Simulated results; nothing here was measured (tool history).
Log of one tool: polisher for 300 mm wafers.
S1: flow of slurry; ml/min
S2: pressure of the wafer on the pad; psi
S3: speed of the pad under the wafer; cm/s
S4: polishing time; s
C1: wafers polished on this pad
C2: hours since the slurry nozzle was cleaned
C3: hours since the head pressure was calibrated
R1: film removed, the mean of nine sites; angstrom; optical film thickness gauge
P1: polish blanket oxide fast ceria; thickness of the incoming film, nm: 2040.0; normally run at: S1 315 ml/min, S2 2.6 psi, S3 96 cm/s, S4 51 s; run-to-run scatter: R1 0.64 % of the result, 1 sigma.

| run | hour | S1 | S2 | S3 | S4 | C1 | C2 | C3 | R1 |
|---|---|---|---|---|---|---|---|---|---|
| 1 | 7.8 | 315 | 2.6 | 96 | 51 | 353 | 667.9 | 257.4 | 5782.8 |
| 2 | 16.8 | 315 | 2.6 | 96 | 51 | 419 | 676.9 | 266.4 | 5861.3 |
| 3 | 26.7 | 315 | 2.6 | 60 | 51 | 491 | 686.8 | 276.3 | 3669.7 |
| 4 | 36.2 | 315 | 2.6 | 96 | 77 | 561 | 696.3 | 285.8 | 8802.7 |
| 5 | 43.8 | 315 | 3.8 | 96 | 51 | 616 | 703.9 | 293.4 | 8474.4 |
|  | 47.2 | slurry nozzle cleaned |
| 6 | 53.6 | 190 | 2.6 | 66 | 51 | 688 | 6.5 | 303.2 | 3774.8 |
| 7 | 62.3 | 315 | 2.6 | 96 | 23 | 752 | 15.2 | 311.9 | 2611.2 |
| 8 | 71.9 | 315 | 2.6 | 96 | 51 | 822 | 24.8 | 321.5 | 5833.9 |
| 9 | 82.7 | 315 | 2.6 | 152 | 51 | 901 | 35.6 | 332.3 | 9206.1 |
| 10 | 94.3 | 315 | 2.6 | 66 | 68 | 986 | 47.2 | 343.9 | 5365.9 |
| 11 | 101.0 | 315 | 1.6 | 96 | 51 | 1035 | 53.9 | 350.6 | 3599.1 |
| 12 | 111.0 | 190 | 2.6 | 96 | 51 | 1108 | 63.9 | 360.6 | 5497.8 |
| 13 | 119.0 | 315 | 2.6 | 96 | 51 | 1167 | 71.9 | 368.6 | 5838.1 |
| 14 | 125.8 | 485 | 2.6 | 96 | 51 | 1216 | 78.7 | 375.4 | 5953.6 |
| 15 | 139.0 | 315 | 2.6 | 96 | 51 | 1313 | 91.9 | 388.6 | 5818.2 |
| 16 | 147.8 | 315 | 2.6 | 96 | 51 | 1377 | 100.7 | 397.4 | 5861.6 |
| 17 | 158.7 | 315 | 2.6 | 96 | 51 | 1457 | 111.6 | 408.3 | 5768.4 |
| 18 | 171.5 | 315 | 2.6 | 96 | 51 | 1551 | 124.4 | 421.1 | 5663.2 |
| 19 | 182.5 | 315 | 2.6 | 96 | 51 | 1631 | 135.4 | 432.1 | 5658.8 |
| 20 | 193.7 | 315 | 2.6 | 96 | 51 | 1713 | 146.6 | 443.3 | 5663.3 |
|  | 197.4 | head pressure recalibrated |
| 21 | 204.0 | 315 | 2.6 | 96 | 51 | 1789 | 156.9 | 6.7 | 5577.0 |
| 22 | 214.2 | 315 | 2.6 | 96 | 51 | 1863 | 167.1 | 16.9 | 5666.5 |

What P1 gives has crept away from where it was. These 2 causes fit the log equally well, each at the size given:
A: slurry flow missing at the pad, % = 32.2
B: removal rate lost through wear of the pad, % = 3.94
The creep began at about hour 147.8.
Why every other cause is out:
head's pressure below its setpoint, %: serviced at hour 197.4, which brought nothing back

4 check runs are offered, each on 5 wafers whose results are averaged, their results left as question marks. Which one tells the causes apart?
| check 1 | 224.4 | 190 | 3.6 | 96 | 51 |  |  |  | ? |
| check 2 | 224.4 | 315 | 1.7 | 96 | 51 |  |  |  | ? |
| check 3 | 224.4 | 315 | 3.5 | 96 | 23 |  |  |  | ? |
| check 4 | 224.4 | 315 | 3.3 | 96 | 51 |  |  |  | ? |

What each check would give under each cause:
| check | result | if A | if B |
|---|---|---|---|
| check 1 | R1 | 7166.7 | 7343.3 |
| check 2 | R1 | 3665.5 | 3665.2 |
| check 3 | R1 | 3403.4 | 3403.1 |
| check 4 | R1 | 7115.3 | 7114.9 |
How far apart the two closest causes lie, in the result that separates them most: check 1 2.44 %; check 2 0.01 %; check 3 0.01 %; check 4 0.01 %
Check 1 tells the causes apart: in the others they would give nearly the same result.

Check 1 was then run and gave: R1 7168.0 angstrom. Which cause is it?

It is A: slurry flow missing at the pad, %.
